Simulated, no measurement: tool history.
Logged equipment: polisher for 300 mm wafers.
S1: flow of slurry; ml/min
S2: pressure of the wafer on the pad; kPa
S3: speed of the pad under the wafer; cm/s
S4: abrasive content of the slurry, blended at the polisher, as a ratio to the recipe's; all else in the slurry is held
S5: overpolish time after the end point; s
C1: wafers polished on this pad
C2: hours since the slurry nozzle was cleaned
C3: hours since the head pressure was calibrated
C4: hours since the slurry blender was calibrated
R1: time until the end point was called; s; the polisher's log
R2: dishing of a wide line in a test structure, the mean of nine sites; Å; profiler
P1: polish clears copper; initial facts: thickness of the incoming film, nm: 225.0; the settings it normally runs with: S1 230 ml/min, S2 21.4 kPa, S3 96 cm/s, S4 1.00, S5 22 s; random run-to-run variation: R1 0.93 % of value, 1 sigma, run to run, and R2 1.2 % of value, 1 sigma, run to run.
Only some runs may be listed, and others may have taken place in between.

run 1 hour=8.3 | S1=230 S2=21.4 S3=96 S4=1.00 S5=22 | C1=206 C2=103.5 C3=151.8 C4=162.0 | R1=66.608 R2=429.20
run 2 hour=21.9 | S1=230 S2=21.4 S3=122 S4=1.00 S5=22 | C1=352 C2=117.1 C3=165.4 C4=175.6 | R1=53.000 R2=476.60
run 3 hour=32.0 | S1=230 S2=21.4 S3=96 S4=0.65 S5=22 | C1=461 C2=127.2 C3=175.5 C4=185.7 | R1=72.111 R2=401.37
run 4 hour=40.4 | S1=230 S2=21.4 S3=96 S4=1.00 S5=7 | C1=551 C2=135.6 C3=183.9 C4=194.1 | R1=66.932 R2=173.69
run 5 hour=47.0 | S1=230 S2=21.4 S3=58 S4=1.00 S5=22 | C1=622 C2=142.2 C3=190.5 C4=200.7 | R1=109.670 R2=295.19
run 6 hour=53.9 | S1=230 S2=21.4 S3=96 S4=1.00 S5=22 | C1=696 C2=149.1 C3=197.4 C4=207.6 | R1=67.516 R2=415.74
-- hour=54.4 slurry nozzle cleaned
run 7 hour=63.0 | S1=230 S2=21.4 S3=96 S4=1.00 S5=22 | C1=794 C2=8.7 C3=206.5 C4=216.7 | R1=66.455 R2=421.93
run 8 hour=72.1 | S1=230 S2=15.9 S3=96 S4=1.00 S5=22 | C1=891 C2=17.8 C3=215.6 C4=225.8 | R1=89.775 R2=332.16
run 9 hour=82.9 | S1=230 S2=21.4 S3=96 S4=1.00 S5=39 | C1=1007 C2=28.6 C3=226.4 C4=236.6 | R1=66.861 R2=577.31
run 10 hour=90.2 | S1=295 S2=21.4 S3=96 S4=1.00 S5=22 | C1=1086 C2=35.9 C3=233.7 C4=243.9 | R1=64.121 R2=429.28
run 11 hour=100.2 | S1=230 S2=21.4 S3=96 S4=1.40 S5=22 | C1=1193 C2=45.9 C3=243.7 C4=253.9 | R1=62.906 R2=432.93
run 12 hour=107.5 | S1=230 S2=21.4 S3=96 S4=1.00 S5=22 | C1=1272 C2=53.2 C3=251.0 C4=261.2 | R1=68.016 R2=423.29
run 13 hour=116.9 | S1=230 S2=26.2 S3=96 S4=1.00 S5=31 | C1=1373 C2=62.6 C3=260.4 C4=270.6 | R1=54.872 R2=586.86
run 14 hour=131.2 | S1=230 S2=21.4 S3=142 S4=1.00 S5=35 | C1=1526 C2=76.9 C3=274.7 C4=284.9 | R1=45.591 R2=637.06
run 15 hour=138.7 | S1=230 S2=33.8 S3=96 S4=1.00 S5=22 | C1=1607 C2=84.4 C3=282.2 C4=292.4 | R1=42.280 R2=568.01

Run 16 is up next; what results do you expect?
run 16 hour=149.6 | S1=230 S2=21.4 S3=96 S4=1.00 S5=22 | C1=1724 C2=95.3 C3=293.1 C4=303.3 | R1=? R2=?

Run 16 gave R1 66.471 s, R2 415.94 Å.

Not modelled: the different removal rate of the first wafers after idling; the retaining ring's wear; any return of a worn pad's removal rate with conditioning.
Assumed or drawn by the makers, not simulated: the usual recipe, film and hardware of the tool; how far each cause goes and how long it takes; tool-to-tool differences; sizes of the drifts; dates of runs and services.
